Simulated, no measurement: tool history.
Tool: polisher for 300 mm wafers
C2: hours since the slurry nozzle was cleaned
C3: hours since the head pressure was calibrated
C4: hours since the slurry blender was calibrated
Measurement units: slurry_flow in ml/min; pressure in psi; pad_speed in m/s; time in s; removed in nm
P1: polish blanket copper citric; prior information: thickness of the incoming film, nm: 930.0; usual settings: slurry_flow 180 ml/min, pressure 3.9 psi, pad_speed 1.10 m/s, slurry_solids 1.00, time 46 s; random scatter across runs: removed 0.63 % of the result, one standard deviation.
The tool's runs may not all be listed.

run 1 hour=8.7 | slurry_flow=180 pressure=3.9 pad_speed=1.10 slurry_solids=1.00 time=46 | wafers_polished_on_this_pad=646 C2=140.0 C3=257.5 C4=118.0 | removed=171.280
run 2 hour=15.0 | slurry_flow=180 pressure=3.9 pad_speed=1.10 slurry_solids=1.00 time=62 | wafers_polished_on_this_pad=733 C2=146.3 C3=263.8 C4=124.3 | removed=228.210
run 3 hour=22.9 | slurry_flow=180 pressure=3.9 pad_speed=1.10 slurry_solids=0.70 time=46 | wafers_polished_on_this_pad=841 C2=154.2 C3=271.7 C4=132.2 | removed=158.880
run 4 hour=29.1 | slurry_flow=180 pressure=3.9 pad_speed=1.10 slurry_solids=1.00 time=46 | wafers_polished_on_this_pad=926 C2=160.4 C3=277.9 C4=138.4 | removed=171.410
run 5 hour=34.5 | slurry_flow=110 pressure=3.9 pad_speed=1.10 slurry_solids=1.00 time=46 | wafers_polished_on_this_pad=1000 C2=165.8 C3=283.3 C4=143.8 | removed=155.340
run 6 hour=38.9 | slurry_flow=180 pressure=1.8 pad_speed=1.10 slurry_solids=1.00 time=46 | wafers_polished_on_this_pad=1061 C2=170.2 C3=287.7 C4=148.2 | removed=80.359
run 7 hour=47.4 | slurry_flow=270 pressure=3.9 pad_speed=1.10 slurry_solids=1.00 time=46 | wafers_polished_on_this_pad=1177 C2=178.7 C3=296.2 C4=156.7 | removed=180.000
run 8 hour=55.8 | slurry_flow=180 pressure=3.9 pad_speed=1.10 slurry_solids=1.00 time=46 | wafers_polished_on_this_pad=1293 C2=187.1 C3=304.6 C4=165.1 | removed=171.170
run 9 hour=65.6 | slurry_flow=180 pressure=3.9 pad_speed=1.60 slurry_solids=1.00 time=34 | wafers_polished_on_this_pad=1427 C2=196.9 C3=314.4 C4=174.9 | removed=183.210
run 10 hour=74.6 | slurry_flow=180 pressure=3.9 pad_speed=1.10 slurry_solids=1.00 time=46 | wafers_polished_on_this_pad=1551 C2=205.9 C3=323.4 C4=183.9 | removed=171.250
run 11 hour=81.2 | slurry_flow=180 pressure=3.9 pad_speed=1.10 slurry_solids=1.35 time=46 | wafers_polished_on_this_pad=1641 C2=212.5 C3=330.0 C4=190.5 | removed=181.530
run 12 hour=87.7 | slurry_flow=180 pressure=5.9 pad_speed=1.10 slurry_solids=1.00 time=46 | wafers_polished_on_this_pad=1731 C2=219.0 C3=336.5 C4=197.0 | removed=258.320
run 13 hour=94.6 | slurry_flow=180 pressure=3.9 pad_speed=1.10 slurry_solids=1.00 time=46 | wafers_polished_on_this_pad=1825 C2=225.9 C3=343.4 C4=203.9 | removed=169.400
run 14 hour=99.7 | slurry_flow=180 pressure=3.9 pad_speed=1.68 slurry_solids=1.00 time=46 | wafers_polished_on_this_pad=1895 C2=231.0 C3=348.5 C4=209.0 | removed=260.480
run 15 hour=104.9 | slurry_flow=180 pressure=3.9 pad_speed=0.64 slurry_solids=1.00 time=46 | wafers_polished_on_this_pad=1967 C2=236.2 C3=353.7 C4=214.2 | removed=101.890
run 16 hour=110.4 | slurry_flow=180 pressure=3.9 pad_speed=1.10 slurry_solids=1.00 time=24 | wafers_polished_on_this_pad=2042 C2=241.7 C3=359.2 C4=219.7 | removed=88.827
run 17 hour=115.6 | slurry_flow=180 pressure=3.9 pad_speed=1.10 slurry_solids=1.00 time=46 | wafers_polished_on_this_pad=2114 C2=246.9 C3=364.4 C4=224.9 | removed=172.380
run 18 hour=123.2 | slurry_flow=180 pressure=3.9 pad_speed=1.10 slurry_solids=1.00 time=46 | wafers_polished_on_this_pad=2218 C2=254.5 C3=372.0 C4=232.5 | removed=172.190
run 19 hour=132.2 | slurry_flow=180 pressure=3.9 pad_speed=1.10 slurry_solids=1.00 time=46 | wafers_polished_on_this_pad=2341 C2=263.5 C3=381.0 C4=241.5 | removed=166.940

Predict the results of run 20:
run 20 hour=137.8 | slurry_flow=180 pressure=3.9 pad_speed=1.10 slurry_solids=1.00 time=46 | wafers_polished_on_this_pad=2418 C2=269.1 C3=386.6 C4=247.1 | removed=?

{"run 20": {"removed": 164.76}}

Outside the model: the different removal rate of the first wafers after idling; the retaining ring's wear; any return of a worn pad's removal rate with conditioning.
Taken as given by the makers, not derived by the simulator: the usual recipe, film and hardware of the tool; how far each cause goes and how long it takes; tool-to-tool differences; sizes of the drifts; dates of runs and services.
